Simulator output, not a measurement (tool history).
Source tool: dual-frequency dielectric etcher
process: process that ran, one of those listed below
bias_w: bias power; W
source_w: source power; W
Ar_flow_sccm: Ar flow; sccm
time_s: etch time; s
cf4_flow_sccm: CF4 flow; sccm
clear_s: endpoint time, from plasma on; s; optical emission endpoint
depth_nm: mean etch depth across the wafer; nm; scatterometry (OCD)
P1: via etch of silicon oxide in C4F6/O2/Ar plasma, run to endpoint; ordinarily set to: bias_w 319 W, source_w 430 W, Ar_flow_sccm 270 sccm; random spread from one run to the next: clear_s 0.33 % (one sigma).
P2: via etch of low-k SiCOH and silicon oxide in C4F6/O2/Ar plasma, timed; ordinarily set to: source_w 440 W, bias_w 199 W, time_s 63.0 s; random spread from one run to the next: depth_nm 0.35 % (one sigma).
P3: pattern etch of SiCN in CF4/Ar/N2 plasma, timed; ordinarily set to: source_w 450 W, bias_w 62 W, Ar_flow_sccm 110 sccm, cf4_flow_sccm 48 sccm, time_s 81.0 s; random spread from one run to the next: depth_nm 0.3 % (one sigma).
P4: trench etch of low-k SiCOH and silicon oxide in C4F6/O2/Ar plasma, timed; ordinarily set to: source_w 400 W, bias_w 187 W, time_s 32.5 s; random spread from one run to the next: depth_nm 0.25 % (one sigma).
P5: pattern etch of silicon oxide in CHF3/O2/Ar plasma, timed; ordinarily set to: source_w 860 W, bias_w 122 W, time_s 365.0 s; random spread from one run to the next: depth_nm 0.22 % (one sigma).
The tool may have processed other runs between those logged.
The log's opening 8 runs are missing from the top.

run   hour  process  bias_w  source_w  Ar_flow_sccm  time_s  cf4_flow_sccm  hours since the last wet clean  hours since the last bias power generator calibration  hours since the last source power generator calibration  hours since the last Ar flow controller change  clear_s  depth_nm
  9   38.4       P4     187       400                  32.5                                           95.0                                                  558.9                                                    926.3                                          1744.7             98.257
 10   43.7       P2     199       530                  63.0                                          100.3                                                  564.2                                                    931.6                                          1750.0            204.750
 11   47.2       P1     319       430           219                                                  103.8                                                  567.7                                                    935.1                                          1753.5   45.588
 12   49.8       P1     319       610           270                                                  106.4                                                  570.3                                                    937.7                                          1756.1   40.874
 13   54.5       P2     244       440                  63.0                                          111.1                                                  575.0                                                    942.4                                          1760.8            203.870
 14   58.9       P4     187       330                  32.5                                          115.5                                                  579.4                                                    946.8                                          1765.2             91.491
 15   63.1       P2     199       440                  63.0                                          119.7                                                  583.6                                                    951.0                                          1769.4            189.990
      63.9  -- wet clean of the chamber
 16   67.7       P1     319       430           270                                                    3.8                                                  588.2                                                    955.6                                          1774.0   46.495
 17   73.1       P1     319       430           270                                                    9.2                                                  593.6                                                    961.0                                          1779.4   46.487
 18   76.1       P4     127       400                  32.5                                           12.2                                                  596.6                                                    964.0                                          1782.4             88.039
      78.5  -- source power generator calibrated
 19   80.2       P1     423       430           270                                                   16.3                                                  600.7                                                      1.7                                          1786.5   42.325
 20   85.3       P1     319       430           378                                                   21.4                                                  605.8                                                      6.8                                          1791.6   48.620
 21   88.5       P3      62       450           110   112.5             48                            24.6                                                  609.0                                                     10.0                                          1794.8             84.468
 22   91.2       P3      82       450           110    81.0             48                            27.3                                                  611.7                                                     12.7                                          1797.5             68.444
 23   94.3       P3      62       450           110    81.0             67                            30.4                                                  614.8                                                     15.8                                          1800.6             65.020
 24  100.1       P5     122       860                 365.0                                           36.2                                                  620.6                                                     21.6                                          1806.4            723.190
 25  103.8       P3      62       450            89    81.0             48                            39.9                                                  624.3                                                     25.3                                          1810.1             63.855
 26  107.9       P3      62       610           110    81.0             48                            44.0                                                  628.4                                                     29.4                                          1814.2             80.074
 27  113.6       P5     122       860                 231.5                                           49.7                                                  634.1                                                     35.1                                          1819.9            457.020
 28  118.7       P5     122       860                 365.0                                           54.8                                                  639.2                                                     40.2                                          1825.0            725.650

Expected results for the next run?
 29  121.5       P3      62       450           110    81.0             48                            57.6                                                  642.0                                                     43.0                                          1827.8                  ?

{"run 29": {"depth_nm": 61.256}}
